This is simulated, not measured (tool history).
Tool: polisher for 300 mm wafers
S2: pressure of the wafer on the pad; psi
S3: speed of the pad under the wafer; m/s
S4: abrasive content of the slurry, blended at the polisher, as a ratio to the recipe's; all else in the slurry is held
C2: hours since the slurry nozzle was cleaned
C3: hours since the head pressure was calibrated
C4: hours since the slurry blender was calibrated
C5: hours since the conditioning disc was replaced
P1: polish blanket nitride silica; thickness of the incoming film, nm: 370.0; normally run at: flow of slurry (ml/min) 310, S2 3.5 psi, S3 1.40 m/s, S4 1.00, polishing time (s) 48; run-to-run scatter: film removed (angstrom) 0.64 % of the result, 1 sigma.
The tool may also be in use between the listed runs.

Run 1, hour 10.0: flow of slurry (ml/min) 310, S2 3.5 psi, S3 1.40 m/s, S4 1.00, polishing time (s) 48; wafers polished on this pad 891; C2 170.2; C3 130.7; C4 114.8; C5 152.6. Result: film removed (angstrom) 375.16.
Run 2, hour 23.2: flow of slurry (ml/min) 310, S2 2.7 psi, S3 1.40 m/s, S4 1.00, polishing time (s) 68; wafers polished on this pad 1016; C2 183.4; C3 143.9; C4 128.0; C5 165.8. Result: film removed (angstrom) 406.95.
Run 3, hour 34.5: flow of slurry (ml/min) 310, S2 3.5 psi, S3 2.20 m/s, S4 1.00, polishing time (s) 48; wafers polished on this pad 1122; C2 194.7; C3 155.2; C4 139.3; C5 177.1. Result: film removed (angstrom) 541.17.
Run 4, hour 46.2: flow of slurry (ml/min) 310, S2 3.5 psi, S3 0.66 m/s, S4 1.00, polishing time (s) 48; wafers polished on this pad 1233; C2 206.4; C3 166.9; C4 151.0; C5 188.8. Result: film removed (angstrom) 205.90.
Run 5, hour 53.2: flow of slurry (ml/min) 455, S2 3.5 psi, S3 1.40 m/s, S4 1.00, polishing time (s) 48; wafers polished on this pad 1299; C2 213.4; C3 173.9; C4 158.0; C5 195.8. Result: film removed (angstrom) 384.67.
Run 6, hour 64.1: flow of slurry (ml/min) 310, S2 3.5 psi, S3 1.40 m/s, S4 1.00, polishing time (s) 25; wafers polished on this pad 1402; C2 224.3; C3 184.8; C4 168.9; C5 206.7. Result: film removed (angstrom) 193.68.
Run 7, hour 78.2: flow of slurry (ml/min) 185, S2 3.5 psi, S3 1.40 m/s, S4 1.00, polishing time (s) 48; wafers polished on this pad 1535; C2 238.4; C3 198.9; C4 183.0; C5 220.8. Result: film removed (angstrom) 352.53.
Run 8, hour 88.9: flow of slurry (ml/min) 310, S2 3.5 psi, S3 1.40 m/s, S4 1.00, polishing time (s) 48; wafers polished on this pad 1636; C2 249.1; C3 209.6; C4 193.7; C5 231.5. Result: film removed (angstrom) 375.11.
Run 9, hour 97.8: flow of slurry (ml/min) 185, S2 3.5 psi, S3 1.40 m/s, S4 1.00, polishing time (s) 35; wafers polished on this pad 1720; C2 258.0; C3 218.5; C4 202.6; C5 240.4. Result: film removed (angstrom) 256.41.
Run 10, hour 111.2: flow of slurry (ml/min) 310, S2 4.9 psi, S3 1.40 m/s, S4 1.00, polishing time (s) 48; wafers polished on this pad 1846; C2 271.4; C3 231.9; C4 216.0; C5 253.8. Result: film removed (angstrom) 522.91.
Run 11, hour 126.1: flow of slurry (ml/min) 310, S2 3.5 psi, S3 1.40 m/s, S4 1.00, polishing time (s) 48; wafers polished on this pad 1987; C2 286.3; C3 246.8; C4 230.9; C5 268.7. Result: film removed (angstrom) 374.49.
Run 12, hour 140.4: flow of slurry (ml/min) 310, S2 3.5 psi, S3 1.40 m/s, S4 1.00, polishing time (s) 48; wafers polished on this pad 2122; C2 300.6; C3 261.1; C4 245.2; C5 283.0. Result: film removed (angstrom) 377.57.
Run 13, hour 149.9: flow of slurry (ml/min) 310, S2 3.5 psi, S3 1.40 m/s, S4 1.00, polishing time (s) 76; wafers polished on this pad 2212; C2 310.1; C3 270.6; C4 254.7; C5 292.5. Result: film removed (angstrom) 590.02.
Run 14, hour 157.1: flow of slurry (ml/min) 310, S2 3.5 psi, S3 1.40 m/s, S4 1.00, polishing time (s) 48; wafers polished on this pad 2280; C2 317.3; C3 277.8; C4 261.9; C5 299.7. Result: film removed (angstrom) 373.81.
At hour 157.2: slurry nozzle cleaned.
Run 15, hour 165.0: flow of slurry (ml/min) 310, S2 3.5 psi, S3 1.40 m/s, S4 1.45, polishing time (s) 48; wafers polished on this pad 2354; C2 7.8; C3 285.7; C4 269.8; C5 307.6. Result: film removed (angstrom) 433.71.
Run 16, hour 178.1: flow of slurry (ml/min) 310, S2 3.5 psi, S3 1.40 m/s, S4 0.55, polishing time (s) 48; wafers polished on this pad 2478; C2 20.9; C3 298.8; C4 282.9; C5 320.7. Result: film removed (angstrom) 272.79.
Run 17, hour 191.8: flow of slurry (ml/min) 310, S2 3.5 psi, S3 1.40 m/s, S4 1.00, polishing time (s) 48; wafers polished on this pad 2607; C2 34.6; C3 312.5; C4 296.6; C5 334.4. Result: film removed (angstrom) 371.44.
Run 18, hour 205.7: flow of slurry (ml/min) 310, S2 1.6 psi, S3 1.40 m/s, S4 1.00, polishing time (s) 48; wafers polished on this pad 2739; C2 48.5; C3 326.4; C4 310.5; C5 348.3. Result: film removed (angstrom) 171.10.
Run 19, hour 217.8: flow of slurry (ml/min) 310, S2 3.5 psi, S3 1.40 m/s, S4 1.00, polishing time (s) 48; wafers polished on this pad 2853; C2 60.6; C3 338.5; C4 322.6; C5 360.4. Result: film removed (angstrom) 375.46.
Run 20, hour 231.9: flow of slurry (ml/min) 310, S2 3.5 psi, S3 1.40 m/s, S4 1.00, polishing time (s) 48; wafers polished on this pad 2986; C2 74.7; C3 352.6; C4 336.7; C5 374.5. Result: film removed (angstrom) 344.78.
Run 21, hour 240.7: flow of slurry (ml/min) 310, S2 3.5 psi, S3 1.40 m/s, S4 1.00, polishing time (s) 48; wafers polished on this pad 3069; C2 83.5; C3 361.4; C4 345.5; C5 383.3. Result: film removed (angstrom) 337.16.
At hour 246.1: conditioning disc replaced and pad reconditioned.
At hour 248.4: head pressure recalibrated.
Run 22, hour 251.9: flow of slurry (ml/min) 310, S2 3.5 psi, S3 1.40 m/s, S4 1.00, polishing time (s) 48; wafers polished on this pad 3175; C2 94.7; C3 3.5; C4 356.7; C5 5.8. Result: film removed (angstrom) 332.03.
Run 23, hour 258.9: flow of slurry (ml/min) 310, S2 3.5 psi, S3 1.40 m/s, S4 1.00, polishing time (s) 48; wafers polished on this pad 3241; C2 101.7; C3 10.5; C4 363.7; C5 12.8. Result: film removed (angstrom) 327.66.
Run 24, hour 267.9: flow of slurry (ml/min) 310, S2 3.5 psi, S3 1.40 m/s, S4 1.00, polishing time (s) 48; wafers polished on this pad 3326; C2 110.7; C3 19.5; C4 372.7; C5 21.8. Result: film removed (angstrom) 327.23.
Run 25, hour 281.9: flow of slurry (ml/min) 310, S2 3.5 psi, S3 1.40 m/s, S4 1.00, polishing time (s) 48; wafers polished on this pad 3458; C2 124.7; C3 33.5; C4 386.7; C5 35.8. Result: film removed (angstrom) 326.14.

What P1 gives has crept away from where it was. These 2 causes fit the log equally well, each at the size given:
A: removal rate lost through wear of the pad, % = 12.8
B: abrasive missing from the slurry, % = 24.4
The creep began at about hour 217.8.
Why every other cause is out:
slurry flow missing at the pad, %: at most 40, which would move film removed (angstrom) by -5.6 %: too little, or the wrong way
head's pressure below its setpoint, %: serviced at hour 248.4, which brought nothing back
time polished since the conditioner stopped cutting, s: serviced at hour 246.1, which brought nothing back

4 check runs are offered, each on 5 wafers whose results are averaged, their results left as question marks. Which one tells the causes apart?
Run check 1, hour 295.9: flow of slurry (ml/min) 310, S2 2.0 psi, S3 2.16 m/s, S4 1.00, polishing time (s) 48. Result: film removed (angstrom) ?.
Run check 2, hour 295.9: flow of slurry (ml/min) 310, S2 3.5 psi, S3 0.72 m/s, S4 1.00, polishing time (s) 48. Result: film removed (angstrom) ?.
Run check 3, hour 295.9: flow of slurry (ml/min) 310, S2 3.5 psi, S3 1.40 m/s, S4 1.40, polishing time (s) 48. Result: film removed (angstrom) ?.
Run check 4, hour 295.9: flow of slurry (ml/min) 400, S2 3.5 psi, S3 1.40 m/s, S4 1.00, polishing time (s) 48. Result: film removed (angstrom) ?.

What each check would give under each cause:
  check                   result    if A    if B
check 1  film removed (angstrom)  263.55  263.57
check 2  film removed (angstrom)  191.52  191.53
check 3  film removed (angstrom)  374.68  383.49
check 4  film removed (angstrom)  332.56  332.59
How far apart the two closest causes lie, in the result that separates them most: check 1 0.01 %; check 2 0.01 %; check 3 2.33 %; check 4 0.01 %
Only check 3 tells the causes apart: in the others they would give nearly the same result.

Then check 3 was run and gave: film removed (angstrom) 375.19. Which cause is it?

It is A: removal rate lost through wear of the pad, %.

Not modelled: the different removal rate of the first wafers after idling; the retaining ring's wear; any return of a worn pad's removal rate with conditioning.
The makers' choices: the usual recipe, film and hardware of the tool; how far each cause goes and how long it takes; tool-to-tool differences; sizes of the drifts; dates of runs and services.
